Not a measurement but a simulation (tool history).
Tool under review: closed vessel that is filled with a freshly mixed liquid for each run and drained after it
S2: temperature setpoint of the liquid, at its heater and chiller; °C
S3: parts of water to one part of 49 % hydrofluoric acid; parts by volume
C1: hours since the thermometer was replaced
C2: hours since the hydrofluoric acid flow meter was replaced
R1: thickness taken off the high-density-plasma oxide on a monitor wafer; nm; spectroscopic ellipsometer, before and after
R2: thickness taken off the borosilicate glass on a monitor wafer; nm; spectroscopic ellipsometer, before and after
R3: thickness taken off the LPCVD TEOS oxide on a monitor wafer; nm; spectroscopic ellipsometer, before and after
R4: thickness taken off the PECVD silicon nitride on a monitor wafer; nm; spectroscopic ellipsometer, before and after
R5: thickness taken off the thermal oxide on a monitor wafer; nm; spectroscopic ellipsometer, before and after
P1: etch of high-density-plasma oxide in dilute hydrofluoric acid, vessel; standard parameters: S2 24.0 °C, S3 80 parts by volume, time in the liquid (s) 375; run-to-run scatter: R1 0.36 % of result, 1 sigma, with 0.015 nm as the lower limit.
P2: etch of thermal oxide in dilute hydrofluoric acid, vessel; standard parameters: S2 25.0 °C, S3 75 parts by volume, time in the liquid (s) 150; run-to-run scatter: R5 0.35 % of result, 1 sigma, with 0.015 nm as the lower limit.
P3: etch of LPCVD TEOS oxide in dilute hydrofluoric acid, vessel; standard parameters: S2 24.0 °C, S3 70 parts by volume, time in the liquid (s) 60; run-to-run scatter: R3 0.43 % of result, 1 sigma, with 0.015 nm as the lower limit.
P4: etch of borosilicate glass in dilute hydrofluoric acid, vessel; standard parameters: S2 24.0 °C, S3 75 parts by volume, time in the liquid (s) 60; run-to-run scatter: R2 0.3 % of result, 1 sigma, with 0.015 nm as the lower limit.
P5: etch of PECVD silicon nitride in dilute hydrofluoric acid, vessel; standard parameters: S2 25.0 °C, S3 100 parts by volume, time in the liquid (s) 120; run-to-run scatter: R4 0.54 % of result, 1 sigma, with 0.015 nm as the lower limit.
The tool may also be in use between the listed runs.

{"run": 1, "day": 0.346, "process that ran": "P1", "S2": 24.0, "S3": 80, "time in the liquid (s)": 375, "C1": 824.1, "C2": 381.8, "R1": 25.042}
{"run": 2, "day": 0.867, "process that ran": "P4", "S2": 29.5, "S3": 75, "time in the liquid (s)": 60, "C1": 836.6, "C2": 394.3, "R2": 34.795}
{"run": 3, "day": 1.546, "process that ran": "P3", "S2": 24.0, "S3": 125, "time in the liquid (s)": 60, "C1": 852.9, "C2": 410.6, "R3": 15.771}
{"run": 4, "day": 2.075, "process that ran": "P1", "S2": 24.0, "S3": 80, "time in the liquid (s)": 655, "C1": 865.6, "C2": 423.3, "R1": 43.673}
{"run": 5, "day": 2.396, "process that ran": "P3", "S2": 18.0, "S3": 70, "time in the liquid (s)": 60, "C1": 873.3, "C2": 431.0, "R3": 23.47}
{"run": 6, "day": 2.75, "process that ran": "P3", "S2": 24.0, "S3": 70, "time in the liquid (s)": 60, "C1": 881.8, "C2": 439.5, "R3": 30.1}
{"run": 7, "day": 3.196, "process that ran": "P1", "S2": 18.0, "S3": 80, "time in the liquid (s)": 200, "C1": 892.5, "C2": 450.2, "R1": 10.487}
{"run": 8, "day": 3.929, "process that ran": "P1", "S2": 20.0, "S3": 80, "time in the liquid (s)": 375, "C1": 910.1, "C2": 467.8, "R1": 21.321}
{"run": 9, "day": 4.488, "process that ran": "P4", "S2": 24.0, "S3": 75, "time in the liquid (s)": 60, "C1": 923.5, "C2": 481.2, "R2": 28.172}
{"run": 10, "day": 5.217, "process that ran": "P5", "S2": 25.0, "S3": 180, "time in the liquid (s)": 120, "C1": 941.0, "C2": 498.7, "R4": 2.9118}
{"run": 11, "day": 5.75, "process that ran": "P2", "S2": 25.0, "S3": 75, "time in the liquid (s)": 45, "C1": 953.8, "C2": 511.5, "R5": 2.9792}
{"run": 12, "day": 6.146, "process that ran": "P5", "S2": 19.0, "S3": 100, "time in the liquid (s)": 120, "C1": 963.3, "C2": 521.0, "R4": 3.4753}
{"run": 13, "day": 6.775, "process that ran": "P4", "S2": 24.0, "S3": 75, "time in the liquid (s)": 60, "C1": 978.4, "C2": 536.1, "R2": 28.032}
{"run": 14, "day": 7.262, "process that ran": "P5", "S2": 25.0, "S3": 100, "time in the liquid (s)": 120, "C1": 990.1, "C2": 547.8, "R4": 5.1757}
{"run": 15, "day": 7.879, "process that ran": "P5", "S2": 25.0, "S3": 100, "time in the liquid (s)": 120, "C1": 1004.9, "C2": 562.6, "R4": 5.2114}
{"run": 16, "day": 8.479, "process that ran": "P1", "S2": 24.0, "S3": 20, "time in the liquid (s)": 375, "C1": 1019.3, "C2": 577.0, "R1": 108.87}
{"run": 17, "day": 9.033, "process that ran": "P1", "S2": 24.0, "S3": 80, "time in the liquid (s)": 375, "C1": 1032.6, "C2": 590.3, "R1": 25.163}
{"run": 18, "day": 9.404, "process that ran": "P2", "S2": 25.0, "S3": 75, "time in the liquid (s)": 150, "C1": 1041.5, "C2": 599.2, "R5": 10.002}
{"run": 19, "day": 9.825, "process that ran": "P1", "S2": 29.0, "S3": 120, "time in the liquid (s)": 375, "C1": 1051.6, "C2": 609.3, "R1": 19.27}
{"run": 20, "day": 10.162, "process that ran": "P1", "S2": 24.0, "S3": 80, "time in the liquid (s)": 30, "C1": 1059.7, "C2": 617.4, "R1": 2.0385}
{"run": 21, "day": 10.75, "process that ran": "P3", "S2": 24.0, "S3": 70, "time in the liquid (s)": 60, "C1": 1073.8, "C2": 631.5, "R3": 30.111}
{"run": 22, "day": 11.158, "process that ran": "P1", "S2": 24.0, "S3": 110, "time in the liquid (s)": 375, "C1": 1083.6, "C2": 641.3, "R1": 17.55}
{"run": 23, "day": 11.817, "process that ran": "P4", "S2": 24.0, "S3": 75, "time in the liquid (s)": 85, "C1": 1099.4, "C2": 657.1, "R2": 39.719}
{"run": 24, "day": 12.379, "process that ran": "P1", "S2": 24.0, "S3": 80, "time in the liquid (s)": 375, "C1": 1112.9, "C2": 670.6, "R1": 25.166}
{"run": 25, "day": 12.717, "process that ran": "P1", "S2": 29.0, "S3": 80, "time in the liquid (s)": 375, "C1": 1121.0, "C2": 678.7, "R1": 30.511}
{"run": 26, "day": 13.438, "process that ran": "P2", "S2": 32.0, "S3": 75, "time in the liquid (s)": 150, "C1": 1138.3, "C2": 696.0, "R5": 13.121}
{"run": 27, "day": 13.858, "process that ran": "P4", "S2": 24.0, "S3": 125, "time in the liquid (s)": 60, "C1": 1148.4, "C2": 706.1, "R2": 15.818}
{"run": 28, "day": 14.338, "process that ran": "P1", "S2": 24.0, "S3": 80, "time in the liquid (s)": 375, "C1": 1159.9, "C2": 717.6, "R1": 25.125}
{"run": 29, "day": 14.692, "process that ran": "P3", "S2": 24.0, "S3": 70, "time in the liquid (s)": 30, "C1": 1168.4, "C2": 726.1, "R3": 15.012}
{"run": 30, "day": 15.388, "process that ran": "P5", "S2": 25.0, "S3": 100, "time in the liquid (s)": 205, "C1": 1185.1, "C2": 742.8, "R4": 8.8514}
{"run": 31, "day": 15.883, "process that ran": "P2", "S2": 25.0, "S3": 20, "time in the liquid (s)": 150, "C1": 1197.0, "C2": 754.7, "R5": 40.473}
{"run": 32, "day": 16.408, "process that ran": "P1", "S2": 24.0, "S3": 80, "time in the liquid (s)": 375, "C1": 1209.6, "C2": 767.3, "R1": 25.052}
{"run": 33, "day": 17.133, "process that ran": "P1", "S2": 24.0, "S3": 80, "time in the liquid (s)": 375, "C1": 1227.0, "C2": 784.7, "R1": 24.133}
{"run": 34, "day": 17.788, "process that ran": "P1", "S2": 24.0, "S3": 80, "time in the liquid (s)": 375, "C1": 1242.7, "C2": 800.4, "R1": 23.722}
{"run": 35, "day": 18.525, "process that ran": "P1", "S2": 24.0, "S3": 80, "time in the liquid (s)": 375, "C1": 1260.4, "C2": 818.1, "R1": 23.607}
{"run": 36, "day": 18.967, "process that ran": "P1", "S2": 24.0, "S3": 80, "time in the liquid (s)": 375, "C1": 1271.0, "C2": 828.7, "R1": 23.493}
{"run": 37, "day": 19.692, "process that ran": "P1", "S2": 24.0, "S3": 80, "time in the liquid (s)": 375, "C1": 1288.4, "C2": 846.1, "R1": 23.438}
{"run": 38, "day": 20.371, "process that ran": "P1", "S2": 24.0, "S3": 80, "time in the liquid (s)": 375, "C1": 1304.7, "C2": 862.4, "R1": 23.358}

The output of P1 has drifted from where it used to be. Each of the 2 causes below, taken at the size shown beside it, accounts for the log equally well:
A: liquid colder than its thermometer reads (K) = 1.74
B: hydrofluoric acid flow below the setpoint (%) = 6.19
The drift started at roughly day 16.408.

4 check runs are offered, one wafer each, their results left as question marks. Which one tells the causes apart?
{"run": "check 1", "day": 21.05, "process that ran": "P5", "S2": 25.0, "S3": 100, "time in the liquid (s)": 120, "R4": "?"}
{"run": "check 2", "day": 21.05, "process that ran": "P3", "S2": 24.0, "S3": 70, "time in the liquid (s)": 60, "R3": "?"}
{"run": "check 3", "day": 21.05, "process that ran": "P4", "S2": 24.0, "S3": 75, "time in the liquid (s)": 60, "R2": "?"}
{"run": "check 4", "day": 21.05, "process that ran": "P2", "S2": 25.0, "S3": 75, "time in the liquid (s)": 150, "R5": "?"}

Outcome of each check run for each possible cause:
check=check_1 result=R4 if_A=4.6265 if_B=4.8698
check=check_2 result=R3 if_A=27.978 if_B=28.010
check=check_3 result=R2 if_A=26.120 if_B=26.134
check=check_4 result=R5 if_A=9.3113 if_B=9.3094
Per-check spread between the two closest causes, in the result where they differ most: check 1 5.12 %; check 2 0.12 %; check 3 0.05 %; check 4 0.02 %
The other checks would show nearly matching results whichever cause is true, so check 1 is the only one that separates the causes.

Check 1 was then run and gave: R4 4.8575 nm. Which cause is it?

It is B: hydrofluoric acid flow below the setpoint (%).
